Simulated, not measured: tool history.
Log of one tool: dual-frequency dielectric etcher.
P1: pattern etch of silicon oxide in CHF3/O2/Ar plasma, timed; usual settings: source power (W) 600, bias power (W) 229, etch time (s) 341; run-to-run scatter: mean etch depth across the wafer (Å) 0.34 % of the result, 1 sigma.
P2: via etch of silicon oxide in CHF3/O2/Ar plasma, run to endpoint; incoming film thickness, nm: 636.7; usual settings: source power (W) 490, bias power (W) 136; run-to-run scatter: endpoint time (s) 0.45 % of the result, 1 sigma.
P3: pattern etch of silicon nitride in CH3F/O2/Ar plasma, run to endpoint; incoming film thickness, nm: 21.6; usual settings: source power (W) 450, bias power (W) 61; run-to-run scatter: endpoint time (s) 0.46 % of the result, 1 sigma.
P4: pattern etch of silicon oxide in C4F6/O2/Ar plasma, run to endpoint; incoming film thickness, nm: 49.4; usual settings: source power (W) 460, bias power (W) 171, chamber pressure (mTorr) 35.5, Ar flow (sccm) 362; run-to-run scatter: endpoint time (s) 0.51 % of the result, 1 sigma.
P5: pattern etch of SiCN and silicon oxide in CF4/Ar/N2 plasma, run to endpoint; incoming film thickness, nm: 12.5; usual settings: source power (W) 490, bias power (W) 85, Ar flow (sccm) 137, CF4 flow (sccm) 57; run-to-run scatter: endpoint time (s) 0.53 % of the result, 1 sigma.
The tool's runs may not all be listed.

run	hour	process that ran	source power (W)	bias power (W)	etch time (s)	chamber pressure (mTorr)	Ar flow (sccm)	CF4 flow (sccm)	hours since the last wet clean	hours since the last source power generator calibration	hours since the last bias power generator calibration	mean etch depth across the wafer (Å)	endpoint time (s)
1	5.9	P1	600	229	341				93.4	1534.8	2995.8	7455.9	
2	9.2	P4	460	108		35.5	362		96.7	1538.1	2999.1		18.095
3	12.4	P5	490	85			137	57	99.9	1541.3	3002.3		13.235
4	18	P1	600	287	341				105.5	1546.9	3007.9	8053.2	
5	22	P1	470	229	341				109.5	1550.9	3011.9	6793.4	
6	27.4	P1	750	276	341				114.9	1556.3	3017.3	8736.4	
7	33.4	P4	460	171		35.5	284		120.9	1562.3	3023.3		15.47
8	38	P4	300	171		35.5	362		125.5	1566.9	3027.9		18.891
9	43.2	P1	600	229	187.5				130.7	1572.1	3033.1	4108.1	
10	48.7	P5	490	85			137	80	136.2	1577.6	3038.6		12.624
11	53.4	P4	460	171		35.5	362		140.9	1582.3	3043.3		15.857
12	59.4	P5	490	85			137	57	146.9	1588.3	3049.3		13.494
13	62.3	P1	600	229	341				149.8	1591.2	3052.2	7484.6	
14	68	P5	490	100			137	57	155.5	1596.9	3057.9		12.43
15	73.1	P1	600	229	483.5				160.6	1602	3063	10607	
16	76.3	P1	770	229	341				163.8	1605.2	3066.2	8213.3	
17	81.5	P3	340	61					169	1610.4	3071.4		34.888
18	86.8	P1	600	229	341				174.3	1615.7	3076.7	7527.8	
19	91.8	P1	600	156	341				179.3	1620.7	3081.7	6541.3	
20	94.8	P2	300	136					182.3	1623.7	3084.7		455.67
21	97.8	P5	490	85			179	57	185.3	1626.7	3087.7		13.877
22	103	P3	450	37					190.5	1631.9	3092.9		37.03
23	107.7	P3	450	61					195.2	1636.6	3097.6		31.479
24	111.4	P3	450	61					198.9	1640.3	3101.3		31.572
25	114.4	P1	600	229	341				201.9	1643.3	3104.3	7483.7	
26	118.2	P2	490	90					205.7	1647.1	3108.1		424.79
27	122.3	P1	760	229	493				209.8	1651.2	3112.2	11847	
28	125.4	P2	490	136					212.9	1654.3	3115.3		378.37
29	128.5	P5	300	85			137	57	216	1657.4	3118.4		20.29
30	131.5	P4	460	171		26	362		219	1660.4	3121.4		15.13
31	135.1	P1	600	229	341				222.6	1664	3125	7485	
32	140.1	P1	600	229	341				227.6	1669	3130	7443.4	
33	144.9	P1	600	229	341				232.4	1673.8	3134.8	7438.1	
34	148.8	P1	600	229	341				236.3	1677.7	3138.7	7368.8	
# hour 151.1: wet clean of the chamber
35	151.8	P1	600	229	341				0.7	1680.7	3141.7	7381.5	
36	155.2	P1	600	229	341				4.1	1684.1	3145.1	7387.1	
37	159.5	P1	600	229	341				8.4	1688.4	3149.4	7318.9	
38	164.7	P1	600	229	341				13.6	1693.6	3154.6	7316.4	
39	167.5	P1	600	229	341				16.4	1696.4	3157.4	7343.4	
40	172.5	P1	600	229	341				21.4	1701.4	3162.4	7326.2	
41	175.9	P1	600	229	341				24.8	1704.8	3165.8	7296.5	
42	178.8	P1	600	229	341				27.7	1707.7	3168.7	7326.9	

What P1 gives has crept away from where it was. These 2 causes fit the log equally well, each at the size given:
A: source power that arrives under what is set, % = 4.46
B: bias power that arrives under what is set, % = 4.79
The creep began at about hour 135.1.
Why every other cause is out:
chamber walls in a state that lowers the etch rate, %: serviced at hour 151.1, which brought nothing back

4 check runs are offered, each on 5 wafers whose results are averaged, their results left as question marks. Which one tells the causes apart?
check 1	181.7	P3	450	61									?
check 2	181.7	P2	490	136									?
check 3	181.7	P4	460	171		35.5	362						?
check 4	181.7	P5	490	85			137	57					?

What each check would give under each cause:
check	result	if A	if B
check 1	endpoint time (s)	32.16	32.108
check 2	endpoint time (s)	382.3	381.55
check 3	endpoint time (s)	16.212	16.166
check 4	endpoint time (s)	13.84	13.548
How far apart the two closest causes lie, in the result that separates them most: check 1 0.16 %; check 2 0.2 %; check 3 0.28 %; check 4 2.13 %
Check 4 tells the causes apart: in the others they would give nearly the same result.

Check 4 was then run and gave: endpoint time (s) 13.835. Which cause is it?

It is A: source power that arrives under what is set, %.
